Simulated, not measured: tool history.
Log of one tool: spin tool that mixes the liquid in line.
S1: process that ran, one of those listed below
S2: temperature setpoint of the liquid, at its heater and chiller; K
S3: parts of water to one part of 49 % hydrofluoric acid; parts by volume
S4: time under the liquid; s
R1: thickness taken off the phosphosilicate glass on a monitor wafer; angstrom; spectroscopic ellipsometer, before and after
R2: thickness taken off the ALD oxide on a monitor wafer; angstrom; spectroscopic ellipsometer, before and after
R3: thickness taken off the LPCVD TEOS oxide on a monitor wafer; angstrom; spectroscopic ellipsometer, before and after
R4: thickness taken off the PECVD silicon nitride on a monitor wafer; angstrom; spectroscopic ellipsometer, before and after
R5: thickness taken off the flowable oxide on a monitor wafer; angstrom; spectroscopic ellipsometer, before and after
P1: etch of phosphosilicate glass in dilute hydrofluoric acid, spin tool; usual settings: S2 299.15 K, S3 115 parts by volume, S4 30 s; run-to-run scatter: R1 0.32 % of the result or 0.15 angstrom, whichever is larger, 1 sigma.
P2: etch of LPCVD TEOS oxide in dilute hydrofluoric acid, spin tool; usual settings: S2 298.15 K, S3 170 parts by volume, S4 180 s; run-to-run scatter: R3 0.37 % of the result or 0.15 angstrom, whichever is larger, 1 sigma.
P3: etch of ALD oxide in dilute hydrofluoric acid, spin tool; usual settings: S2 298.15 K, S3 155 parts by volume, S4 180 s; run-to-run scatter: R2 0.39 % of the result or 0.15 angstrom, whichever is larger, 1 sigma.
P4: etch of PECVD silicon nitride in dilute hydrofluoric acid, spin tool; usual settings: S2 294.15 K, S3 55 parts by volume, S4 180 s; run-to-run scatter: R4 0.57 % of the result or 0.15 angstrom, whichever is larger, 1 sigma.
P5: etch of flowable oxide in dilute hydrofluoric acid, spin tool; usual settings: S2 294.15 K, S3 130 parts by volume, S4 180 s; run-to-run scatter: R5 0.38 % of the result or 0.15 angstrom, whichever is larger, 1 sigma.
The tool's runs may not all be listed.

{"run": 1, "hour": 6.2, "S1": "P1", "S2": 299.15, "S3": 115, "S4": 30, "R1": 441.32}
{"run": 2, "hour": 11.9, "S1": "P1", "S2": 299.15, "S3": 210, "S4": 30, "R1": 215.38}
{"run": 3, "hour": 20.1, "S1": "P1", "S2": 299.15, "S3": 115, "S4": 30, "R1": 441.46}
{"run": 4, "hour": 25.4, "S1": "P3", "S2": 291.15, "S3": 155, "S4": 180, "R2": 86.516}
{"run": 5, "hour": 32.7, "S1": "P1", "S2": 299.15, "S3": 115, "S4": 30, "R1": 440.77}
{"run": 6, "hour": 37.5, "S1": "P1", "S2": 305.15, "S3": 115, "S4": 30, "R1": 552.48}
{"run": 7, "hour": 46.6, "S1": "P2", "S2": 298.15, "S3": 170, "S4": 180, "R3": 175.99}
{"run": 8, "hour": 55.1, "S1": "P1", "S2": 299.15, "S3": 115, "S4": 15, "R1": 220.98}
{"run": 9, "hour": 63.4, "S1": "P1", "S2": 294.15, "S3": 115, "S4": 15, "R1": 181.08}
{"run": 10, "hour": 72.3, "S1": "P4", "S2": 301.65, "S3": 55, "S4": 180, "R4": 75.98}
{"run": 11, "hour": 82.4, "S1": "P1", "S2": 291.15, "S3": 115, "S4": 30, "R1": 320.5}
{"run": 12, "hour": 87.3, "S1": "P2", "S2": 303.15, "S3": 170, "S4": 180, "R3": 209.21}
{"run": 13, "hour": 97.2, "S1": "P1", "S2": 299.15, "S3": 115, "S4": 30, "R1": 439.7}
{"run": 14, "hour": 103.1, "S1": "P3", "S2": 298.15, "S3": 155, "S4": 265, "R2": 168.05}
{"run": 15, "hour": 111.0, "S1": "P5", "S2": 294.15, "S3": 130, "S4": 180, "R5": 457.29}
{"run": 16, "hour": 120.6, "S1": "P2", "S2": 298.15, "S3": 170, "S4": 180, "R3": 175.11}
{"run": 17, "hour": 130.6, "S1": "P4", "S2": 294.15, "S3": 55, "S4": 180, "R4": 45.714}
{"run": 18, "hour": 140.3, "S1": "P1", "S2": 299.15, "S3": 115, "S4": 45, "R1": 661.68}
{"run": 19, "hour": 145.2, "S1": "P3", "S2": 298.15, "S3": 155, "S4": 180, "R2": 113.09}
{"run": 20, "hour": 150.7, "S1": "P5", "S2": 294.15, "S3": 130, "S4": 180, "R5": 456.58}
{"run": 21, "hour": 157.8, "S1": "P2", "S2": 298.15, "S3": 275, "S4": 180, "R3": 96.653}
{"run": 22, "hour": 165.9, "S1": "P5", "S2": 294.15, "S3": 60, "S4": 180, "R5": 1072.3}
{"run": 23, "hour": 176.2, "S1": "P3", "S2": 298.15, "S3": 155, "S4": 180, "R2": 113.22}
{"run": 24, "hour": 182.7, "S1": "P3", "S2": 298.15, "S3": 245, "S4": 180, "R2": 64.868}
{"run": 25, "hour": 187.4, "S1": "P5", "S2": 299.65, "S3": 130, "S4": 180, "R5": 566.11}
{"run": 26, "hour": 194.5, "S1": "P4", "S2": 294.15, "S3": 105, "S4": 180, "R4": 24.216}
{"run": 27, "hour": 202.2, "S1": "P5", "S2": 294.15, "S3": 130, "S4": 45, "R5": 113.66}
{"run": 28, "hour": 211.4, "S1": "P1", "S2": 299.15, "S3": 20, "S4": 45, "R1": 4343.1}
{"run": 29, "hour": 220.8, "S1": "P2", "S2": 298.15, "S3": 170, "S4": 35, "R3": 34.057}
{"run": 30, "hour": 227.5, "S1": "P1", "S2": 299.15, "S3": 20, "S4": 30, "R1": 2886.4}
{"run": 31, "hour": 237.9, "S1": "P4", "S2": 294.15, "S3": 55, "S4": 365, "R4": 91.807}
{"run": 32, "hour": 246.3, "S1": "P1", "S2": 299.15, "S3": 115, "S4": 30, "R1": 439.98}
{"run": 33, "hour": 251.4, "S1": "P1", "S2": 299.15, "S3": 115, "S4": 30, "R1": 454.09}
{"run": 34, "hour": 260.2, "S1": "P1", "S2": 299.15, "S3": 115, "S4": 30, "R1": 465.25}
{"run": 35, "hour": 270.8, "S1": "P1", "S2": 299.15, "S3": 115, "S4": 30, "R1": 476.53}
{"run": 36, "hour": 276.2, "S1": "P1", "S2": 299.15, "S3": 115, "S4": 30, "R1": 473.77}
{"run": 37, "hour": 281.8, "S1": "P1", "S2": 299.15, "S3": 115, "S4": 30, "R1": 479.32}
{"run": 38, "hour": 290.8, "S1": "P1", "S2": 299.15, "S3": 115, "S4": 30, "R1": 478.95}

What P1 gives has crept away from where it was. These 2 causes fit the log equally well, each at the size given:
A: hydrofluoric acid flow above the setpoint (%) = 7.27
B: liquid hotter than its thermometer reads (K) = 2.11
The creep began at about hour 246.3.

4 check runs are offered, one wafer each, their results left as question marks. Which one tells the causes apart?
{"run": "check 1", "hour": 299.8, "S1": "P3", "S2": 298.15, "S3": 155, "S4": 180, "R2": "?"}
{"run": "check 2", "hour": 299.8, "S1": "P2", "S2": 298.15, "S3": 170, "S4": 180, "R3": "?"}
{"run": "check 3", "hour": 299.8, "S1": "P4", "S2": 294.15, "S3": 55, "S4": 180, "R4": "?"}
{"run": "check 4", "hour": 299.8, "S1": "P5", "S2": 294.15, "S3": 130, "S4": 180, "R5": "?"}

What each check would give under each cause:
check=check_1 result=R2 if_A=122.960 if_B=122.500
check=check_2 result=R3 if_A=190.000 if_B=188.950
check=check_3 result=R4 if_A=48.967 if_B=52.812
check=check_4 result=R5 if_A=494.02 if_B=495.74
How far apart the two closest causes lie, in the result that separates them most: check 1 0.37 %; check 2 0.55 %; check 3 7.56 %; check 4 0.35 %
Check 3 tells the causes apart: in the others they would give nearly the same result.

Then check 3 was run and gave: R4 52.263 angstrom. Which cause is it?

It is B: liquid hotter than its thermometer reads (K).

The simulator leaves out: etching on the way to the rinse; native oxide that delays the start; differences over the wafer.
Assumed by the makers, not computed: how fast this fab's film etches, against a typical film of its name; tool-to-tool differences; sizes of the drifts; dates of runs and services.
